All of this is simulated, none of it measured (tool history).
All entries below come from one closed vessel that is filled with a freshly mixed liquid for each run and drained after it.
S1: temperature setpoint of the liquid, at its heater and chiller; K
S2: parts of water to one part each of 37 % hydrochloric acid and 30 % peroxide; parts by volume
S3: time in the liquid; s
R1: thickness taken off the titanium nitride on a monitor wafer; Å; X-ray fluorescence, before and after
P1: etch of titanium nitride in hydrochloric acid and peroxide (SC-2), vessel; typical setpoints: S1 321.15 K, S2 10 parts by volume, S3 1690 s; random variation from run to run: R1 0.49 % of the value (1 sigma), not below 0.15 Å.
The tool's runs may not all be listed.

Run 1, hour 18.3: S1 321.15 K, S2 10 parts by volume, S3 1690 s. Result: R1 477.52 Å.
Run 2, hour 36.7: S1 330.65 K, S2 14 parts by volume, S3 1690 s. Result: R1 662.33 Å.
Run 3, hour 55.6: S1 308.15 K, S2 10 parts by volume, S3 1690 s. Result: R1 189.58 Å.
Run 4, hour 73.9: S1 321.15 K, S2 10 parts by volume, S3 1690 s. Result: R1 476.77 Å.
Run 5, hour 83: S1 329.15 K, S2 10 parts by volume, S3 1690 s. Result: R1 806.86 Å.
Run 6, hour 94.7: S1 321.15 K, S2 10 parts by volume, S3 3140 s. Result: R1 885.07 Å.
Run 7, hour 108.3: S1 321.15 K, S2 17 parts by volume, S3 1690 s. Result: R1 299.19 Å.
Run 8, hour 124.4: S1 321.15 K, S2 10 parts by volume, S3 1690 s. Result: R1 477.44 Å.
Run 9, hour 138.1: S1 321.15 K, S2 10 parts by volume, S3 1690 s. Result: R1 474.42 Å.
Run 10, hour 147.1: S1 321.15 K, S2 4 parts by volume, S3 1690 s. Result: R1 955.92 Å.
Run 11, hour 155.3: S1 321.15 K, S2 10 parts by volume, S3 100 s. Result: R1 27.931 Å.

Run 12 has not been measured yet. What should we expect?
Run 12, hour 174.2: S1 321.15 K, S2 10 parts by volume, S3 1690 s. Result: R1 ?.

Run 12 gave R1 475.88 Å.
